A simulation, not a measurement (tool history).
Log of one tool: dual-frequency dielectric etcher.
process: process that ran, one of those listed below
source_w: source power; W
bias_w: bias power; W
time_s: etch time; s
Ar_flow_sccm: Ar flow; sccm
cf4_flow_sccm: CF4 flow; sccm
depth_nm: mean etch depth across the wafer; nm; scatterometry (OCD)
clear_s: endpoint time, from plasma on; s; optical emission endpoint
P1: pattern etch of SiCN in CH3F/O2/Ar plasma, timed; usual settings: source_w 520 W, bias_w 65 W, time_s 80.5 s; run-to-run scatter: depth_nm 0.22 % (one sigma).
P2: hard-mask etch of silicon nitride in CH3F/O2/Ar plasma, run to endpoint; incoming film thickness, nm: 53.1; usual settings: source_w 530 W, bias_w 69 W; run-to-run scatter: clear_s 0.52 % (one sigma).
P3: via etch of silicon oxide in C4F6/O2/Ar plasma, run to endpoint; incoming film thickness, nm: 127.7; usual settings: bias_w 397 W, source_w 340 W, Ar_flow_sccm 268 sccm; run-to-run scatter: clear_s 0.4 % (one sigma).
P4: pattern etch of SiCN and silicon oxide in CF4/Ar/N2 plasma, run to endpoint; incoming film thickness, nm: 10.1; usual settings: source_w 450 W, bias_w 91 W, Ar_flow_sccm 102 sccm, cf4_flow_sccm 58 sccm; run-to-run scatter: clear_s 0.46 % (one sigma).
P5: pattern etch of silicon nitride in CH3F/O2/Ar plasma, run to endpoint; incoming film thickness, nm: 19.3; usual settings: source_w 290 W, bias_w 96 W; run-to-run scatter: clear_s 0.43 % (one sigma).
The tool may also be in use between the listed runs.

run,hour,process,source_w,bias_w,time_s,Ar_flow_sccm,cf4_flow_sccm,depth_nm,clear_s
1,6.5,P1,520,65,80.5,,,32.964,
2,19.4,P3,340,397,,268,,,32.193
3,31.1,P4,450,91,,61,58,,10.652
4,43.9,P1,520,65,80.5,,,33.036,
5,50.4,P2,530,69,,,,,70.972
6,56.4,P2,530,91,,,,,64.580
7,63.6,P3,340,397,,325,,,32.835
8,73.9,P1,520,53,80.5,,,30.816,
9,86.7,P4,450,91,,102,58,,11.369
10,93.6,P4,450,91,,102,75,,10.917
11,104.3,P1,520,65,62.5,,,25.577,
12,113.2,P3,230,397,,268,,,37.132
13,121.9,P1,630,65,80.5,,,35.436,
14,132.9,P1,520,65,80.5,,,32.948,
# hour 141.8: wet clean of the chamber
15,144.5,P1,670,65,115.5,,,52.244,
16,153.4,P5,290,72,,,,,32.309
17,159.7,P1,520,50,111.5,,,42.006,
18,166.6,P1,520,65,80.5,,,32.982,
19,178.4,P4,450,64,,102,58,,12.799
20,184.5,P4,300,91,,102,58,,16.153
21,191.3,P5,290,96,,,,,28.922
22,199.7,P1,430,54,80.5,,,28.783,
23,205.7,P1,520,65,80.5,,,33.000,
24,214.9,P2,530,69,,,,,71.962
25,225.4,P1,360,65,80.5,,,28.688,
26,237.5,P3,340,539,,268,,,28.739
27,244.8,P5,220,96,,,,,32.203
28,255.6,P2,690,69,,,,,64.567
29,267.3,P1,520,65,80.5,,,33.039,
30,279.5,P1,520,65,105.0,,,43.044,
31,289.7,P1,520,77,80.5,,,34.977,
32,299.3,P1,520,65,80.5,,,33.121,
33,307.7,P1,520,65,80.5,,,32.940,
34,317.3,P1,520,65,80.5,,,32.814,
35,325.4,P1,520,65,80.5,,,32.620,
36,333.5,P1,520,65,80.5,,,32.541,
37,342.0,P1,520,65,80.5,,,32.482,
38,354.7,P1,520,65,80.5,,,32.568,
39,363.4,P1,520,65,80.5,,,32.566,
40,371.3,P1,520,65,80.5,,,32.398,
# hour 373.2: wet clean of the chamber
41,383.5,P1,520,65,80.5,,,32.533,
42,392.0,P1,520,65,80.5,,,32.534,
43,403.2,P1,520,65,80.5,,,32.410,

What P1 gives has crept away from where it was. These 2 causes fit the log equally well, each at the size given:
A: source power that arrives under what is set, % = 4.12
B: bias power that arrives under what is set, % = 4.66
The creep began at about hour 299.3.
Why every other cause is out:
chamber walls in a state that lowers the etch rate, %: serviced at hour 373.2, which brought nothing back

4 check runs are offered, each on 3 wafers whose results are averaged, their results left as question marks. Which one tells the causes apart?
check 1,414.4,P4,450,71,,102,58,,?
check 2,414.4,P2,670,69,,,,,?
check 3,414.4,P5,290,82,,,,,?
check 4,414.4,P3,290,524,,268,,,?

What each check would give under each cause:
check,result,if A,if B
check 1,clear_s,12.835,12.575
check 2,clear_s,66.287,66.235
check 3,clear_s,31.043,31.087
check 4,clear_s,31.194,31.281
How far apart the two closest causes lie, in the result that separates them most: check 1 2.05 %; check 2 0.08 %; check 3 0.14 %; check 4 0.28 %
Check 1 tells the causes apart: in the others they would give nearly the same result.

Check 1 was then run and gave: clear_s 12.845 s. Which cause is it?

It is A: source power that arrives under what is set, %.

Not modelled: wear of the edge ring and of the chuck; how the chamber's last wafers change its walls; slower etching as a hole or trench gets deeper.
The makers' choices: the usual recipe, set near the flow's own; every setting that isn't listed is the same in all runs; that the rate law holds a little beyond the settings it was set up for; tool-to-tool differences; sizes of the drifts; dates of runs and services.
